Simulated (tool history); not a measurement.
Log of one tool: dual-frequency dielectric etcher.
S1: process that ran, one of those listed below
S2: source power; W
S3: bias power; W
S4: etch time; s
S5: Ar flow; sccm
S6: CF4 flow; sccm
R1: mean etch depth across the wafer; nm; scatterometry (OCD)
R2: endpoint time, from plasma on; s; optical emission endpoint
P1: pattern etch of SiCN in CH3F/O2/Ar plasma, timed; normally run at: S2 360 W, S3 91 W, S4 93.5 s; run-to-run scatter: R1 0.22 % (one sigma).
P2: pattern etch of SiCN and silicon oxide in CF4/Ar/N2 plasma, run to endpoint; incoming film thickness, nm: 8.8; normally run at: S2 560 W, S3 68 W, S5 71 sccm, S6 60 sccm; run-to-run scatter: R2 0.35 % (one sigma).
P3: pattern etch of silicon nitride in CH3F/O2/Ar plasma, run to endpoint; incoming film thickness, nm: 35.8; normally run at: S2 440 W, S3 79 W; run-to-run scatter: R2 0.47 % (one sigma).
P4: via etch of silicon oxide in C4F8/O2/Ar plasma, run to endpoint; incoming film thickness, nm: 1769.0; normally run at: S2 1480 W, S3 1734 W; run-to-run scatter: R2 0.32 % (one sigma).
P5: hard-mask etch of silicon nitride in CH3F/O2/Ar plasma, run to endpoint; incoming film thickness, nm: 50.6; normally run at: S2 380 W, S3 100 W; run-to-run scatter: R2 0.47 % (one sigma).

run,hour,S1,S2,S3,S4,S5,S6,R1,R2
1,6.8,P1,360,91,93.5,,,36.902,
2,12.1,P1,360,91,93.5,,,37.069,
3,17,P5,270,100,,,,,72.583
4,22.6,P1,230,91,93.5,,,31.329,
5,26,P3,440,58,,,,,53.784
6,31.7,P3,440,79,,,,,48.454
7,37.1,P1,360,91,93.5,,,36.832,
8,44,P2,560,94,,71,60,,7.5338
9,48,P1,360,76,115.5,,,42.771,
10,54,P1,360,91,93.5,,,36.93,
11,58.2,P1,360,111,93.5,,,39.876,
12,61.2,P2,560,68,,97,60,,8.7295
13,67.4,P1,510,91,93.5,,,41.912,
14,73.1,P1,360,91,114,,,45.124,
15,80.2,P5,380,81,,,,,69.248
16,85.2,P4,1480,1734,,,,,399.32
17,88.6,P4,1480,1130,,,,,445.35
18,95.4,P4,1170,1734,,,,,435.07
19,101.9,P5,380,100,,,,,63.57
20,105.9,P1,360,91,93.5,,,37.068,
21,110,P3,580,79,,,,,43.612
22,115.9,P1,360,91,93.5,,,36.905,
23,122.9,P1,360,69,93.5,,,33.346,
24,129.7,P3,440,79,,,,,48.171
25,133.5,P2,430,68,,71,60,,10.559
26,138.1,P2,560,68,,71,60,,8.3613
27,144.4,P1,360,91,51.5,,,20.373,
28,148.2,P2,560,68,,71,82,,7.9801
29,153.1,P1,360,91,93.5,,,36.894,
30,157.7,P1,360,91,93.5,,,36.673,
31,160.9,P1,360,91,93.5,,,36.638,
32,166.9,P1,360,91,93.5,,,36.647,
# hour 170.7: wet clean of the chamber
33,173.8,P1,360,91,93.5,,,36.427,
34,177.4,P1,360,91,93.5,,,36.368,
35,184.3,P1,360,91,93.5,,,36.455,
36,190.7,P1,360,91,93.5,,,36.415,
37,195.5,P1,360,91,93.5,,,36.445,
38,202,P1,360,91,93.5,,,36.334,

What P1 gives has crept away from where it was. These 2 causes fit the log equally well, each at the size given:
A: bias power that arrives under what is set, % = 3.56
B: source power that arrives under what is set, % = 3.59
The creep began at about hour 153.1.
Why every other cause is out:
chamber walls in a state that lowers the etch rate, %: serviced at hour 170.7, which brought nothing back

4 check runs are offered, each on 2 wafers whose results are averaged, their results left as question marks. Which one tells the causes apart?
check 1,208.5,P2,560,68,,71,60,,?
check 2,208.5,P3,440,79,,,,,?
check 3,208.5,P5,380,100,,,,,?
check 4,208.5,P4,1480,1734,,,,,?

What each check would give under each cause:
check,result,if A,if B
check 1,R2,8.448,8.6273
check 2,R2,49.054,49.116
check 3,R2,64.666,64.684
check 4,R2,401.31,403.07
How far apart the two closest causes lie, in the result that separates them most: check 1 2.1 %; check 2 0.13 %; check 3 0.03 %; check 4 0.44 %
Check 1 tells the causes apart: in the others they would give nearly the same result.

Then check 1 was run and gave: R2 8.459 s. Which cause is it?

It is A: bias power that arrives under what is set, %.
